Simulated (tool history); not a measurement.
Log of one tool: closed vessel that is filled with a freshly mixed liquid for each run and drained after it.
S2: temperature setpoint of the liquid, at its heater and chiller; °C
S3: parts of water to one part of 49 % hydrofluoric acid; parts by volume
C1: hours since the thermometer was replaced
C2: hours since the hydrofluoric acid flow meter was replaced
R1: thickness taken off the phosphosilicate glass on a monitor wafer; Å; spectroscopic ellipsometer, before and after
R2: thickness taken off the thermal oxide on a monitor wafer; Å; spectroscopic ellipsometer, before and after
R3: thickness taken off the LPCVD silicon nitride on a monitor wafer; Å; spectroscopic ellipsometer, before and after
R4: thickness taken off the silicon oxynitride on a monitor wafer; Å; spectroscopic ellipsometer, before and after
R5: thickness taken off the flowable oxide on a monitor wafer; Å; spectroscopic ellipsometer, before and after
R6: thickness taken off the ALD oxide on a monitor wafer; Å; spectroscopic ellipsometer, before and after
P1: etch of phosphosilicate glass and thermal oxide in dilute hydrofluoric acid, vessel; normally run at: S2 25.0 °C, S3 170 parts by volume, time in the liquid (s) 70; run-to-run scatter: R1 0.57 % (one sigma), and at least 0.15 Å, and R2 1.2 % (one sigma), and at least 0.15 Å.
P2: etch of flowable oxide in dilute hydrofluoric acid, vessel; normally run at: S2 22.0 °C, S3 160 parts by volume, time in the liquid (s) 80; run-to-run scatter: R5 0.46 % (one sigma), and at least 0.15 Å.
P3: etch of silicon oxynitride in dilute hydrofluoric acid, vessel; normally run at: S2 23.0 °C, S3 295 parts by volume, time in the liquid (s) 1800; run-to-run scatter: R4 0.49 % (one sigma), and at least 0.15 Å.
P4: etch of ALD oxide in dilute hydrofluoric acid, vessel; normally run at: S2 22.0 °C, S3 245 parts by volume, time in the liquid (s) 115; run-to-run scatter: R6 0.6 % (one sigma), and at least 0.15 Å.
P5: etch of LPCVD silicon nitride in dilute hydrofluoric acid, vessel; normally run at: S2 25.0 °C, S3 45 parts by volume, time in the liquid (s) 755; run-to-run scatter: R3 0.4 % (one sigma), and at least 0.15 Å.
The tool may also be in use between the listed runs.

Run 1, day 0.133: process that ran P1, S2 25.0 °C, S3 170 parts by volume, time in the liquid (s) 70; C1 601.0; C2 346.9. Result: R1 240.050 Å, R2 19.5280 Å.
Run 2, day 0.258: process that ran P5, S2 25.0 °C, S3 45 parts by volume, time in the liquid (s) 1115; C1 604.0; C2 349.9. Result: R3 124.790 Å.
Run 3, day 0.392: process that ran P1, S2 31.5 °C, S3 170 parts by volume, time in the liquid (s) 70; C1 607.2; C2 353.1. Result: R1 306.330 Å, R2 24.2870 Å.
Run 4, day 0.525: process that ran P3, S2 29.5 °C, S3 295 parts by volume, time in the liquid (s) 1800; C1 610.4; C2 356.3. Result: R4 92.141 Å.
Run 5, day 0.712: process that ran P2, S2 22.0 °C, S3 265 parts by volume, time in the liquid (s) 80; C1 614.9; C2 360.8. Result: R5 118.730 Å.
Run 6, day 0.825: process that ran P1, S2 25.0 °C, S3 170 parts by volume, time in the liquid (s) 30; C1 617.6; C2 363.5. Result: R1 104.420 Å, R2 8.3670 Å.
Run 7, day 0.933: process that ran P3, S2 23.0 °C, S3 295 parts by volume, time in the liquid (s) 1800; C1 620.2; C2 366.1. Result: R4 70.871 Å.
Run 8, day 1.104: process that ran P5, S2 18.0 °C, S3 45 parts by volume, time in the liquid (s) 755; C1 624.3; C2 370.2. Result: R3 51.908 Å.
Run 9, day 1.312: process that ran P2, S2 22.0 °C, S3 160 parts by volume, time in the liquid (s) 80; C1 629.3; C2 375.2. Result: R5 220.690 Å.
Run 10, day 1.446: process that ran P1, S2 20.5 °C, S3 170 parts by volume, time in the liquid (s) 70; C1 632.5; C2 378.4. Result: R1 201.730 Å, R2 16.3290 Å.
Run 11, day 1.617: process that ran P1, S2 25.0 °C, S3 35 parts by volume, time in the liquid (s) 70; C1 636.6; C2 382.5. Result: R1 1384.200 Å, R2 112.6500 Å.
Run 12, day 1.746: process that ran P1, S2 25.0 °C, S3 170 parts by volume, time in the liquid (s) 70; C1 639.7; C2 385.6. Result: R1 240.800 Å, R2 19.1220 Å.
Run 13, day 1.925: process that ran P3, S2 23.0 °C, S3 60 parts by volume, time in the liquid (s) 1800; C1 644.0; C2 389.9. Result: R4 410.470 Å.
Run 14, day 2.025: process that ran P1, S2 25.0 °C, S3 255 parts by volume, time in the liquid (s) 30; C1 646.4; C2 392.3. Result: R1 63.377 Å, R2 5.0335 Å.
Run 15, day 2.204: process that ran P1, S2 25.0 °C, S3 170 parts by volume, time in the liquid (s) 70; C1 650.7; C2 396.6. Result: R1 243.900 Å, R2 19.6830 Å.
Run 16, day 2.338: process that ran P4, S2 22.0 °C, S3 100 parts by volume, time in the liquid (s) 115; C1 653.9; C2 399.8. Result: R6 167.360 Å.
Run 17, day 2.462: process that ran P3, S2 23.0 °C, S3 295 parts by volume, time in the liquid (s) 265; C1 656.9; C2 402.8. Result: R4 10.145 Å.
Run 18, day 2.558: process that ran P1, S2 18.0 °C, S3 170 parts by volume, time in the liquid (s) 35; C1 659.2; C2 405.1. Result: R1 92.783 Å, R2 6.9866 Å.
Run 19, day 2.679: process that ran P5, S2 25.0 °C, S3 45 parts by volume, time in the liquid (s) 755; C1 662.1; C2 408.0. Result: R3 84.315 Å.
Run 20, day 2.892: process that ran P1, S2 25.0 °C, S3 170 parts by volume, time in the liquid (s) 70; C1 667.2; C2 413.1. Result: R1 241.370 Å, R2 19.1570 Å.
Run 21, day 3.075: process that ran P4, S2 17.0 °C, S3 245 parts by volume, time in the liquid (s) 115; C1 671.6; C2 417.5. Result: R6 49.044 Å.
Run 22, day 3.183: process that ran P1, S2 25.0 °C, S3 170 parts by volume, time in the liquid (s) 120; C1 674.2; C2 420.1. Result: R1 414.420 Å, R2 32.8660 Å.
Run 23, day 3.388: process that ran P4, S2 22.0 °C, S3 245 parts by volume, time in the liquid (s) 200; C1 679.1; C2 425.0. Result: R6 102.650 Å.
Run 24, day 3.538: process that ran P2, S2 22.0 °C, S3 160 parts by volume, time in the liquid (s) 30; C1 682.7; C2 428.6. Result: R5 82.544 Å.
Run 25, day 3.750: process that ran P1, S2 25.0 °C, S3 250 parts by volume, time in the liquid (s) 70; C1 687.8; C2 433.7. Result: R1 150.380 Å, R2 11.8350 Å.
Run 26, day 3.962: process that ran P4, S2 22.0 °C, S3 245 parts by volume, time in the liquid (s) 115; C1 692.9; C2 438.8. Result: R6 58.652 Å.
Run 27, day 4.183: process that ran P1, S2 25.0 °C, S3 170 parts by volume, time in the liquid (s) 70; C1 698.2; C2 444.1. Result: R1 243.790 Å, R2 19.4240 Å.
Run 28, day 4.396: process that ran P3, S2 23.0 °C, S3 295 parts by volume, time in the liquid (s) 1800; C1 703.3; C2 449.2. Result: R4 70.135 Å.
Run 29, day 4.583: process that ran P2, S2 17.0 °C, S3 160 parts by volume, time in the liquid (s) 80; C1 707.8; C2 453.7. Result: R5 180.320 Å.
Run 30, day 4.700: process that ran P5, S2 25.0 °C, S3 65 parts by volume, time in the liquid (s) 755; C1 710.6; C2 456.5. Result: R3 58.383 Å.
Run 31, day 4.867: process that ran P1, S2 25.0 °C, S3 170 parts by volume, time in the liquid (s) 70; C1 714.6; C2 460.5. Result: R1 241.490 Å, R2 19.5200 Å.
Run 32, day 5.050: process that ran P1, S2 25.0 °C, S3 170 parts by volume, time in the liquid (s) 70; C1 719.0; C2 464.9. Result: R1 236.810 Å, R2 18.8430 Å.
Run 33, day 5.229: process that ran P1, S2 25.0 °C, S3 170 parts by volume, time in the liquid (s) 70; C1 723.3; C2 469.2. Result: R1 230.360 Å, R2 17.7070 Å.
Run 34, day 5.379: process that ran P1, S2 25.0 °C, S3 170 parts by volume, time in the liquid (s) 70; C1 726.9; C2 472.8. Result: R1 228.880 Å, R2 17.6230 Å.
Run 35, day 5.592: process that ran P1, S2 25.0 °C, S3 170 parts by volume, time in the liquid (s) 70; C1 732.0; C2 477.9. Result: R1 227.760 Å, R2 17.9300 Å.
Run 36, day 5.771: process that ran P1, S2 25.0 °C, S3 170 parts by volume, time in the liquid (s) 70; C1 736.3; C2 482.2. Result: R1 226.380 Å, R2 18.0810 Å.
Run 37, day 5.933: process that ran P1, S2 25.0 °C, S3 170 parts by volume, time in the liquid (s) 70; C1 740.2; C2 486.1. Result: R1 225.280 Å, R2 18.1580 Å.
Run 38, day 6.088: process that ran P1, S2 25.0 °C, S3 170 parts by volume, time in the liquid (s) 70; C1 743.9; C2 489.8. Result: R1 226.160 Å, R2 18.0170 Å.
Run 39, day 6.279: process that ran P1, S2 25.0 °C, S3 170 parts by volume, time in the liquid (s) 70; C1 748.5; C2 494.4. Result: R1 224.310 Å, R2 17.4670 Å.
Run 40, day 6.454: process that ran P1, S2 25.0 °C, S3 170 parts by volume, time in the liquid (s) 70; C1 752.7; C2 498.6. Result: R1 225.130 Å, R2 17.4330 Å.
Run 41, day 6.604: process that ran P1, S2 25.0 °C, S3 170 parts by volume, time in the liquid (s) 70; C1 756.3; C2 502.2. Result: R1 226.000 Å, R2 17.8440 Å.

What P1 gives has crept away from where it was. These 2 causes fit the log equally well, each at the size given:
A: hydrofluoric acid flow below the setpoint (%) = 5.9
B: liquid colder than its thermometer reads (K) = 1.94
The creep began at about day 4.867.

4 check runs are offered, one wafer each, their results left as question marks. Which one tells the causes apart?
Run check 1, day 6.754: process that ran P3, S2 23.0 °C, S3 295 parts by volume, time in the liquid (s) 1800. Result: R4 ?.
Run check 2, day 6.754: process that ran P2, S2 22.0 °C, S3 160 parts by volume, time in the liquid (s) 80. Result: R5 ?.
Run check 3, day 6.754: process that ran P4, S2 22.0 °C, S3 245 parts by volume, time in the liquid (s) 115. Result: R6 ?.
Run check 4, day 6.754: process that ran P5, S2 25.0 °C, S3 45 parts by volume, time in the liquid (s) 755. Result: R3 ?.

What each check would give under each cause:
  check  result     if A     if B
check 1      R4   65.497   64.764
check 2      R5  203.740  202.850
check 3      R6   54.276   54.473
check 4      R3   79.458   73.966
How far apart the two closest causes lie, in the result that separates them most: check 1 1.13 %; check 2 0.44 %; check 3 0.36 %; check 4 7.16 %
Only check 4 tells the causes apart: in the others they would give nearly the same result.

Check 4 was then run and gave: R3 74.102 Å. Which cause is it?

It is B: liquid colder than its thermometer reads (K).
